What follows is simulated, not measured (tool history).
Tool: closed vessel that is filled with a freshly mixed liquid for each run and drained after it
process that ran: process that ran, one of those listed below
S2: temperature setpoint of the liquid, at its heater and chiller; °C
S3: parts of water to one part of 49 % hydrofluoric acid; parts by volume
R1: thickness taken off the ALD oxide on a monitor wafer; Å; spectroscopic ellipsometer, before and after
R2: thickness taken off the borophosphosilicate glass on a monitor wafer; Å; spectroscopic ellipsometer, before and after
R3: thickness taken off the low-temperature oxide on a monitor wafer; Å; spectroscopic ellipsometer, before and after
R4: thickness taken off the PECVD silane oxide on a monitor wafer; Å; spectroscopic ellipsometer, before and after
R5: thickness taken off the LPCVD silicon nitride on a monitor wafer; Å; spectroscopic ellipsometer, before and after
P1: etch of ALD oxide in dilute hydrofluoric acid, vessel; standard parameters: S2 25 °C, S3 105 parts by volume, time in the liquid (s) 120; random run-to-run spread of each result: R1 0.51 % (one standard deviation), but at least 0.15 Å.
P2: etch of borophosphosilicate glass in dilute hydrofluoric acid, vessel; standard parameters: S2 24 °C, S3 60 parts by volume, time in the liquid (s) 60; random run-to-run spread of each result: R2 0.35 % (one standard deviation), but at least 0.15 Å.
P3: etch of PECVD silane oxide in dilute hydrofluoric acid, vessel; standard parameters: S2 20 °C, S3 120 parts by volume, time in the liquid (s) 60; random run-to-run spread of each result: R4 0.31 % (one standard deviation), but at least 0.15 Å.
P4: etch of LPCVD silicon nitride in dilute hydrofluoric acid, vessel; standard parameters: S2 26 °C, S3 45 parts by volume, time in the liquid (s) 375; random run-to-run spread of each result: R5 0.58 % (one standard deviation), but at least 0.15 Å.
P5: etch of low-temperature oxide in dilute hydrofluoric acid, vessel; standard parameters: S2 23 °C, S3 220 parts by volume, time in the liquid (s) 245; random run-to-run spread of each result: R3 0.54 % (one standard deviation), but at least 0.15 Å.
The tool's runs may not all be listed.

Run 1, hour 8.6: process that ran P1, S2 25 °C, S3 105 parts by volume, time in the liquid (s) 120. Result: R1 225.65 Å.
Run 2, hour 26.1: process that ran P2, S2 29 °C, S3 60 parts by volume, time in the liquid (s) 60. Result: R2 746.82 Å.
Run 3, hour 39.7: process that ran P5, S2 23 °C, S3 45 parts by volume, time in the liquid (s) 245. Result: R3 1205.2 Å.
Run 4, hour 56.8: process that ran P3, S2 20 °C, S3 120 parts by volume, time in the liquid (s) 115. Result: R4 274.24 Å.
Run 5, hour 71.6: process that ran P5, S2 23 °C, S3 220 parts by volume, time in the liquid (s) 245. Result: R3 201.32 Å.
Run 6, hour 86.4: process that ran P1, S2 25 °C, S3 180 parts by volume, time in the liquid (s) 205. Result: R1 205.98 Å.
Run 7, hour 97.4: process that ran P5, S2 17 °C, S3 220 parts by volume, time in the liquid (s) 245. Result: R3 162.01 Å.
Run 8, hour 113.8: process that ran P2, S2 24 °C, S3 20 parts by volume, time in the liquid (s) 60. Result: R2 1932.6 Å.
Run 9, hour 124: process that ran P3, S2 20 °C, S3 185 parts by volume, time in the liquid (s) 60. Result: R4 86.519 Å.
Run 10, hour 132.7: process that ran P1, S2 32.5 °C, S3 105 parts by volume, time in the liquid (s) 120. Result: R1 303.28 Å.
Run 11, hour 144.5: process that ran P1, S2 20 °C, S3 105 parts by volume, time in the liquid (s) 120. Result: R1 185.13 Å.
Run 12, hour 155.6: process that ran P5, S2 23 °C, S3 220 parts by volume, time in the liquid (s) 485. Result: R3 399.32 Å.
Run 13, hour 174.2: process that ran P1, S2 25 °C, S3 105 parts by volume, time in the liquid (s) 120. Result: R1 226.44 Å.
Run 14, hour 187.2: process that ran P2, S2 24 °C, S3 60 parts by volume, time in the liquid (s) 60. Result: R2 612.35 Å.
Run 15, hour 197: process that ran P1, S2 25 °C, S3 105 parts by volume, time in the liquid (s) 30. Result: R1 56.234 Å.
Run 16, hour 211.4: process that ran P1, S2 25 °C, S3 60 parts by volume, time in the liquid (s) 120. Result: R1 423.33 Å.
Run 17, hour 227.5: process that ran P1, S2 25 °C, S3 105 parts by volume, time in the liquid (s) 120. Result: R1 225.94 Å.
Run 18, hour 239.2: process that ran P1, S2 25 °C, S3 105 parts by volume, time in the liquid (s) 120. Result: R1 224.32 Å.
Run 19, hour 250.6: process that ran P3, S2 20 °C, S3 120 parts by volume, time in the liquid (s) 60. Result: R4 142.52 Å.
Run 20, hour 264.4: process that ran P4, S2 21.5 °C, S3 45 parts by volume, time in the liquid (s) 375. Result: R5 34.3 Å.
Run 21, hour 278.7: process that ran P1, S2 25 °C, S3 105 parts by volume, time in the liquid (s) 120. Result: R1 226.4 Å.
Run 22, hour 296.4: process that ran P1, S2 25 °C, S3 105 parts by volume, time in the liquid (s) 120. Result: R1 223.76 Å.
Run 23, hour 307.3: process that ran P4, S2 26 °C, S3 45 parts by volume, time in the liquid (s) 375. Result: R5 46.473 Å.
Run 24, hour 324.4: process that ran P1, S2 25 °C, S3 105 parts by volume, time in the liquid (s) 190. Result: R1 357.69 Å.
Run 25, hour 342: process that ran P3, S2 20 °C, S3 120 parts by volume, time in the liquid (s) 60. Result: R4 142.17 Å.
Run 26, hour 357.8: process that ran P2, S2 24 °C, S3 60 parts by volume, time in the liquid (s) 105. Result: R2 1067.1 Å.
Run 27, hour 374.3: process that ran P4, S2 26 °C, S3 45 parts by volume, time in the liquid (s) 670. Result: R5 82.472 Å.
Run 28, hour 389.8: process that ran P1, S2 25 °C, S3 170 parts by volume, time in the liquid (s) 120. Result: R1 129.45 Å.
Run 29, hour 404.1: process that ran P4, S2 26 °C, S3 45 parts by volume, time in the liquid (s) 375. Result: R5 46.957 Å.
Run 30, hour 418.3: process that ran P3, S2 27.5 °C, S3 120 parts by volume, time in the liquid (s) 60. Result: R4 190.97 Å.
Run 31, hour 431.2: process that ran P2, S2 24 °C, S3 60 parts by volume, time in the liquid (s) 60. Result: R2 609.78 Å.
Run 32, hour 447.5: process that ran P1, S2 25 °C, S3 105 parts by volume, time in the liquid (s) 120. Result: R1 226.56 Å.
Run 33, hour 462.4: process that ran P4, S2 26 °C, S3 20 parts by volume, time in the liquid (s) 375. Result: R5 101.54 Å.
Run 34, hour 472.7: process that ran P1, S2 25 °C, S3 105 parts by volume, time in the liquid (s) 120. Result: R1 224.98 Å.
Run 35, hour 488.8: process that ran P1, S2 25 °C, S3 105 parts by volume, time in the liquid (s) 120. Result: R1 218.36 Å.
Run 36, hour 503.2: process that ran P1, S2 25 °C, S3 105 parts by volume, time in the liquid (s) 120. Result: R1 216.93 Å.
Run 37, hour 520.8: process that ran P1, S2 25 °C, S3 105 parts by volume, time in the liquid (s) 120. Result: R1 214.24 Å.
Run 38, hour 539.4: process that ran P1, S2 25 °C, S3 105 parts by volume, time in the liquid (s) 120. Result: R1 215.11 Å.
Run 39, hour 548: process that ran P1, S2 25 °C, S3 105 parts by volume, time in the liquid (s) 120. Result: R1 214.55 Å.
Run 40, hour 560.8: process that ran P1, S2 25 °C, S3 105 parts by volume, time in the liquid (s) 120. Result: R1 214.05 Å.
Run 41, hour 579: process that ran P1, S2 25 °C, S3 105 parts by volume, time in the liquid (s) 120. Result: R1 214.04 Å.

P1 has crept away from where it was. The log is fitted equally well by each of these 2 causes, at the sizes shown:
A: liquid colder than its thermometer reads (K) = 1.46
B: hydrofluoric acid flow below the setpoint (%) = 4.91
At approximately hour 472.7, the process output began to creep.

The check runs listed below each take one wafer, and their results are still question marks. Under which run would the listed causes lead to clearly different results?
Run check 1, hour 597.2: process that ran P4, S2 26 °C, S3 45 parts by volume, time in the liquid (s) 375. Result: R5 ?.
Run check 2, hour 597.2: process that ran P3, S2 20 °C, S3 120 parts by volume, time in the liquid (s) 60. Result: R4 ?.
Run check 3, hour 597.2: process that ran P2, S2 24 °C, S3 60 parts by volume, time in the liquid (s) 60. Result: R2 ?.
Run check 4, hour 597.2: process that ran P5, S2 23 °C, S3 220 parts by volume, time in the liquid (s) 245. Result: R3 ?.

How each check would come out, cause by cause:
  check  result    if A    if B
check 1      R5  41.885  43.966
check 2      R4  134.37  134.71
check 3      R2  576.18  579.39
check 4      R3  191.51  190.05
Smallest distance between any two causes, each pair judged by its most separating result, in per cent: check 1 4.85 %; check 2 0.25 %; check 3 0.55 %; check 4 0.76 %
The causes can be told apart only by check 1. The other checks would give nearly the same results under each of them.

The results of check 1 are: R5 44.177 Å. Based on these, which of the listed causes is it?

Of the candidate causes, it is B: hydrofluoric acid flow below the setpoint (%).

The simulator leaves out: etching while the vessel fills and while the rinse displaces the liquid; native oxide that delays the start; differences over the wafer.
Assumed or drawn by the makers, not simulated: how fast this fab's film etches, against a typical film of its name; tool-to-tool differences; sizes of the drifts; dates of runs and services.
